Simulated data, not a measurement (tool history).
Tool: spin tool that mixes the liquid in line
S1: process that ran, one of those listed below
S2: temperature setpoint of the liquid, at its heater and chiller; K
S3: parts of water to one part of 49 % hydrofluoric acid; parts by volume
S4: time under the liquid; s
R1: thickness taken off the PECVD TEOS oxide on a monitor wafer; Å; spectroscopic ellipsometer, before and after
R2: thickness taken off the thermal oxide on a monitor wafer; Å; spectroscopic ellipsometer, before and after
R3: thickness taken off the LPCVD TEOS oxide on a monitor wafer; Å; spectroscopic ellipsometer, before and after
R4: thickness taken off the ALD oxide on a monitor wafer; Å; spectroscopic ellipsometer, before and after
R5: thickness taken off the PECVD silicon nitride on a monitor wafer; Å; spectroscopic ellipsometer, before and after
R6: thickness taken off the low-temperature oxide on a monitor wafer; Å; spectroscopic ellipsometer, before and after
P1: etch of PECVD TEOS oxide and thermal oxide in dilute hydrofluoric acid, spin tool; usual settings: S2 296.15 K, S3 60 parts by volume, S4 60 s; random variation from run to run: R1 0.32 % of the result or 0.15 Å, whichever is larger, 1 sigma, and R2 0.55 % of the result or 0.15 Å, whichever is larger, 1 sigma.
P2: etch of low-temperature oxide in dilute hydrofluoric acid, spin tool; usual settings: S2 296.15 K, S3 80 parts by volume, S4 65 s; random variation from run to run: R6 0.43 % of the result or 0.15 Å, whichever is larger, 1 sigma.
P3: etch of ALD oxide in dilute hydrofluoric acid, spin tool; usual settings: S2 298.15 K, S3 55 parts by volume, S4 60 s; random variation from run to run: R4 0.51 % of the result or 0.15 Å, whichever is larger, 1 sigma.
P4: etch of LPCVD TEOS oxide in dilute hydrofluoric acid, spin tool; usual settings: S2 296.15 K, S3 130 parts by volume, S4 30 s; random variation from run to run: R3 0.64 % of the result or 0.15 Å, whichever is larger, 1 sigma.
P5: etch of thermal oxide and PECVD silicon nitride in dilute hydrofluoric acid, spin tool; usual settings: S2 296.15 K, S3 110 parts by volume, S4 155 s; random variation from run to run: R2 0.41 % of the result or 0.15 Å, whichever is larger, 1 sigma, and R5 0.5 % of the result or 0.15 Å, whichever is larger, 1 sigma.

| run | hour | S1 | S2 | S3 | S4 | R1 | R2 | R3 | R4 | R5 | R6 |
|---|---|---|---|---|---|---|---|---|---|---|---|
| 1 | 12.3 | P1 | 296.15 | 60 | 60 | 120.100 | 45.8940 |  |  |  |  |
| 2 | 24.6 | P4 | 296.15 | 130 | 30 |  |  | 40.627 |  |  |  |
| 3 | 39.0 | P4 | 296.15 | 130 | 15 |  |  | 20.392 |  |  |  |
| 4 | 53.6 | P3 | 298.15 | 20 | 60 |  |  |  | 719.740 |  |  |
| 5 | 65.6 | P5 | 296.15 | 175 | 155 |  | 35.1290 |  |  | 47.0790 |  |
| 6 | 80.2 | P1 | 296.15 | 60 | 60 | 119.540 | 45.6230 |  |  |  |  |
| 7 | 92.8 | P1 | 296.15 | 60 | 60 | 119.730 | 46.0560 |  |  |  |  |
| 8 | 104.4 | P3 | 298.15 | 55 | 60 |  |  |  | 249.030 |  |  |
| 9 | 118.0 | P1 | 296.15 | 60 | 100 | 198.990 | 75.6900 |  |  |  |  |
| 10 | 129.6 | P5 | 296.15 | 110 | 15 |  | 5.8566 |  |  | 7.0572 |  |
| 11 | 139.2 | P2 | 296.15 | 80 | 65 |  |  |  |  |  | 165.40 |
| 12 | 155.7 | P2 | 296.15 | 140 | 65 |  |  |  |  |  | 87.17 |
| 13 | 171.2 | P1 | 304.15 | 20 | 60 | 524.960 | 199.5400 |  |  |  |  |
| 14 | 179.3 | P3 | 290.15 | 55 | 60 |  |  |  | 178.850 |  |  |
| 15 | 189.4 | P5 | 296.15 | 110 | 155 |  | 59.9510 |  |  | 74.3850 |  |
| 16 | 199.3 | P2 | 290.15 | 80 | 65 |  |  |  |  |  | 127.22 |
| 17 | 211.1 | P1 | 296.15 | 95 | 60 | 72.191 | 27.6830 |  |  |  |  |
| 18 | 223.1 | P3 | 298.15 | 55 | 60 |  |  |  | 251.340 |  |  |
| 19 | 241.3 | P5 | 290.15 | 110 | 155 |  | 47.0220 |  |  | 49.3750 |  |
| 20 | 258.7 | P1 | 301.65 | 60 | 60 | 149.770 | 57.0750 |  |  |  |  |
| 21 | 272.1 | P1 | 296.15 | 60 | 60 | 120.100 | 45.8600 |  |  |  |  |
| 22 | 287.1 | P2 | 296.15 | 80 | 110 |  |  |  |  |  | 276.88 |
| 23 | 301.6 | P3 | 298.15 | 55 | 15 |  |  |  | 62.455 |  |  |
| 24 | 315.2 | P1 | 296.15 | 60 | 60 | 119.850 | 45.3820 |  |  |  |  |
| 25 | 329.3 | P1 | 292.15 | 60 | 25 | 42.299 | 16.4330 |  |  |  |  |
| 26 | 340.0 | P1 | 296.15 | 60 | 30 | 59.470 | 22.8390 |  |  |  |  |
| 27 | 350.6 | P1 | 296.15 | 60 | 60 | 119.910 | 46.1220 |  |  |  |  |
| 28 | 366.2 | P4 | 296.15 | 205 | 30 |  |  | 23.388 |  |  |  |
|  | 370.9 | hydrofluoric acid flow meter replaced |
| 29 | 374.8 | P1 | 296.15 | 30 | 60 | 248.700 | 96.0260 |  |  |  |  |
| 30 | 382.9 | P1 | 290.65 | 60 | 25 | 39.475 | 15.2070 |  |  |  |  |
| 31 | 393.1 | P4 | 290.15 | 130 | 30 |  |  | 32.037 |  |  |  |
| 32 | 405.3 | P1 | 290.15 | 60 | 60 | 93.023 | 35.6830 |  |  |  |  |
| 33 | 414.5 | P1 | 296.15 | 60 | 60 | 120.040 | 45.5160 |  |  |  |  |
| 34 | 427.5 | P1 | 296.15 | 60 | 60 | 117.490 | 44.6470 |  |  |  |  |
| 35 | 440.1 | P1 | 296.15 | 60 | 60 | 115.770 | 44.2700 |  |  |  |  |
| 36 | 452.6 | P1 | 296.15 | 60 | 60 | 114.470 | 43.3250 |  |  |  |  |
| 37 | 465.5 | P1 | 296.15 | 60 | 60 | 114.400 | 43.2930 |  |  |  |  |
| 38 | 474.4 | P1 | 296.15 | 60 | 60 | 113.400 | 44.1940 |  |  |  |  |
| 39 | 482.9 | P1 | 296.15 | 60 | 60 | 113.860 | 43.1750 |  |  |  |  |
| 40 | 494.1 | P1 | 296.15 | 60 | 60 | 113.420 | 43.4810 |  |  |  |  |
| 41 | 511.7 | P1 | 296.15 | 60 | 60 | 113.040 | 43.0320 |  |  |  |  |
| 42 | 523.7 | P1 | 296.15 | 60 | 60 | 112.750 | 42.8650 |  |  |  |  |
| 43 | 536.8 | P1 | 296.15 | 60 | 60 | 113.060 | 42.9450 |  |  |  |  |

What P1 gives has crept away from where it was. These 2 causes fit the log equally well, each at the size given:
A: liquid colder than its thermometer reads (K) = 1.45
B: hydrofluoric acid flow below the setpoint (%) = 5.4
The creep began at about hour 414.5.

4 check runs are offered, one wafer each, their results left as question marks. Which one tells the causes apart?
| check 1 | 549.9 | P2 | 296.15 | 80 | 65 |  |  |  |  |  | ? |
| check 2 | 549.9 | P4 | 296.15 | 130 | 30 |  |  | ? |  |  |  |
| check 3 | 549.9 | P5 | 296.15 | 110 | 155 |  | ? |  |  | ? |  |
| check 4 | 549.9 | P3 | 298.15 | 55 | 60 |  |  |  | ? |  |  |

What each check would give under each cause:
| check | result | if A | if B |
|---|---|---|---|
| check 1 | R6 | 154.83 | 154.52 |
| check 2 | R3 | 38.498 | 38.237 |
| check 3 | R2 | 56.3080 | 56.0290 |
| check 3 | R5 | 67.6620 | 70.5520 |
| check 4 | R4 | 236.360 | 236.250 |
How far apart the two closest causes lie, in the result that separates them most: check 1 0.2 %; check 2 0.68 %; check 3 4.18 %; check 4 0.04 %
Only check 3 tells the causes apart: in the others they would give nearly the same result.

Then check 3 was run and gave: R2 55.7500 Å; R5 70.2580 Å. Which cause is it?

It is B: hydrofluoric acid flow below the setpoint (%).
